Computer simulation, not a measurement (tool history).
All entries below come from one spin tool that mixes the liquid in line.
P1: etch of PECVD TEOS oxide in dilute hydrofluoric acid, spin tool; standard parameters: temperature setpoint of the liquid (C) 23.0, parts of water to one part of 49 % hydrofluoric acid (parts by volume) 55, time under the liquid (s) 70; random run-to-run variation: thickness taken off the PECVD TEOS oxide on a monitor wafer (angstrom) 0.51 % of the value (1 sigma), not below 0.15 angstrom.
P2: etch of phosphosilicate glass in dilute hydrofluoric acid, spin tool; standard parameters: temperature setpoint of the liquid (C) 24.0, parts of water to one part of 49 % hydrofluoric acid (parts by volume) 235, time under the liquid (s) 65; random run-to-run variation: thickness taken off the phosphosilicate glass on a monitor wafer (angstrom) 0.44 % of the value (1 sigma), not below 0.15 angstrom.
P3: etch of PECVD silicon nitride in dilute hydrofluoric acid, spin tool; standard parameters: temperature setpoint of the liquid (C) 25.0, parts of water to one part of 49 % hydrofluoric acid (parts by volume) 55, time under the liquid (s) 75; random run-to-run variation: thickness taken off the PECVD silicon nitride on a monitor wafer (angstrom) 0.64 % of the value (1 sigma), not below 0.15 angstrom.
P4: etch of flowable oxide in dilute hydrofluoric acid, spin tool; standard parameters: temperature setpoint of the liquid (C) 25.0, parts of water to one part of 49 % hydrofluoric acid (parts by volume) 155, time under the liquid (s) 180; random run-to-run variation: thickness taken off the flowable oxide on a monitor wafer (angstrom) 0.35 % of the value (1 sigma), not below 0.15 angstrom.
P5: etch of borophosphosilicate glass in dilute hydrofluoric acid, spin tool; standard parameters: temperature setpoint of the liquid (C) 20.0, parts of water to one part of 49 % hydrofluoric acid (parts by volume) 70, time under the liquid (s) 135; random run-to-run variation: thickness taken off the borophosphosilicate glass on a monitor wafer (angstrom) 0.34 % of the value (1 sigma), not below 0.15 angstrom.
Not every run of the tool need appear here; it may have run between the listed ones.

run,hour,process that ran,temperature setpoint of the liquid (C),parts of water to one part of 49 % hydrofluoric acid (parts by volume),time under the liquid (s),thickness taken off the PECVD TEOS oxide on a monitor wafer (angstrom),thickness taken off the borophosphosilicate glass on a monitor wafer (angstrom),thickness taken off the phosphosilicate glass on a monitor wafer (angstrom),thickness taken off the flowable oxide on a monitor wafer (angstrom),thickness taken off the PECVD silicon nitride on a monitor wafer (angstrom)
1,4.8,P1,23.0,55,70,111.570,,,,
2,10.1,P1,23.0,55,70,111.040,,,,
3,15.3,P5,20.0,70,135,,505.30,,,
4,21.6,P2,24.0,235,65,,,334.92,,
5,26.4,P1,23.0,90,70,65.029,,,,
6,35.9,P4,25.0,25,180,,,,2147.20,
7,42.9,P1,23.0,20,70,321.420,,,,
8,51.0,P5,20.0,70,235,,879.47,,,
9,58.1,P1,23.0,20,100,458.620,,,,
10,67.1,P3,17.5,55,75,,,,,28.1250
11,72.2,P1,23.0,55,70,111.030,,,,
12,80.6,P3,25.0,55,75,,,,,47.4060
13,87.2,P4,25.0,155,180,,,,292.15,
14,94.5,P5,20.0,70,135,,510.58,,,
15,99.2,P1,29.0,55,70,141.400,,,,
16,105.5,P2,24.0,70,65,,,1342.70,,
17,111.8,P3,25.0,20,75,,,,,126.1100
18,121.2,P1,17.5,55,70,88.546,,,,
19,128.6,P1,23.0,55,70,111.770,,,,
20,136.7,P1,23.0,55,30,47.248,,,,
21,143.7,P4,25.0,155,85,,,,138.21,
22,150.5,P5,20.0,115,135,,295.04,,,
23,158.4,P2,19.0,235,65,,,274.89,,
24,163.9,P5,17.0,70,135,,444.89,,,
25,170.6,P1,23.0,55,130,206.350,,,,
26,180.6,P4,25.0,155,180,,,,292.48,
27,187.1,P4,17.5,155,180,,,,217.75,
28,195.9,P3,25.0,55,15,,,,,9.7628
29,205.1,P2,24.0,235,125,,,644.20,,
30,215.0,P1,23.0,55,70,111.220,,,,
31,221.4,P1,23.0,55,70,107.790,,,,
32,226.0,P1,23.0,55,70,106.430,,,,
33,232.3,P1,23.0,55,70,105.010,,,,
34,237.2,P1,23.0,55,70,103.540,,,,
35,241.8,P1,23.0,55,70,102.850,,,,
36,249.3,P1,23.0,55,70,102.700,,,,
37,259.6,P1,23.0,55,70,101.380,,,,
38,264.9,P1,23.0,55,70,102.710,,,,

Something has made what P1 gives creep away from where it was; the 2 causes below, each at its own stated size, fit the log equally well:
A: hydrofluoric acid flow below the setpoint (%) = 7.26
B: liquid colder than its thermometer reads (K) = 1.95
The creep began at about hour 215.0.

4 check runs are offered, each on 5 wafers whose results are averaged, their results left as question marks. Which one tells the causes apart?
check 1,270.2,P2,24.0,85,125,,,?,,
check 2,270.2,P5,17.0,100,135,,?,,,
check 3,270.2,P3,25.0,55,15,,,,,?
check 4,270.2,P4,25.0,55,180,,,,?,

Predicted outcomes, by check and by cause:
check,result,if A,if B
check 1,thickness taken off the phosphosilicate glass on a monitor wafer (angstrom),1927.60,1937.00
check 2,thickness taken off the borophosphosilicate glass on a monitor wafer (angstrom),278.02,278.16
check 3,thickness taken off the PECVD silicon nitride on a monitor wafer (angstrom),8.8369,8.3471
check 4,thickness taken off the flowable oxide on a monitor wafer (angstrom),860.07,861.22
Per-check spread between the two closest causes, in the result where they differ most: check 1 0.49 %; check 2 0.05 %; check 3 5.7 %; check 4 0.13 %
Check 3 is the one run that separates the causes; every other check would come out nearly the same whichever cause is at work.

With check 3 done, the readings were: thickness taken off the PECVD silicon nitride on a monitor wafer (angstrom) 8.3605. Identify which of the listed causes applies.

The correct cause is B, namely: liquid colder than its thermometer reads (K).

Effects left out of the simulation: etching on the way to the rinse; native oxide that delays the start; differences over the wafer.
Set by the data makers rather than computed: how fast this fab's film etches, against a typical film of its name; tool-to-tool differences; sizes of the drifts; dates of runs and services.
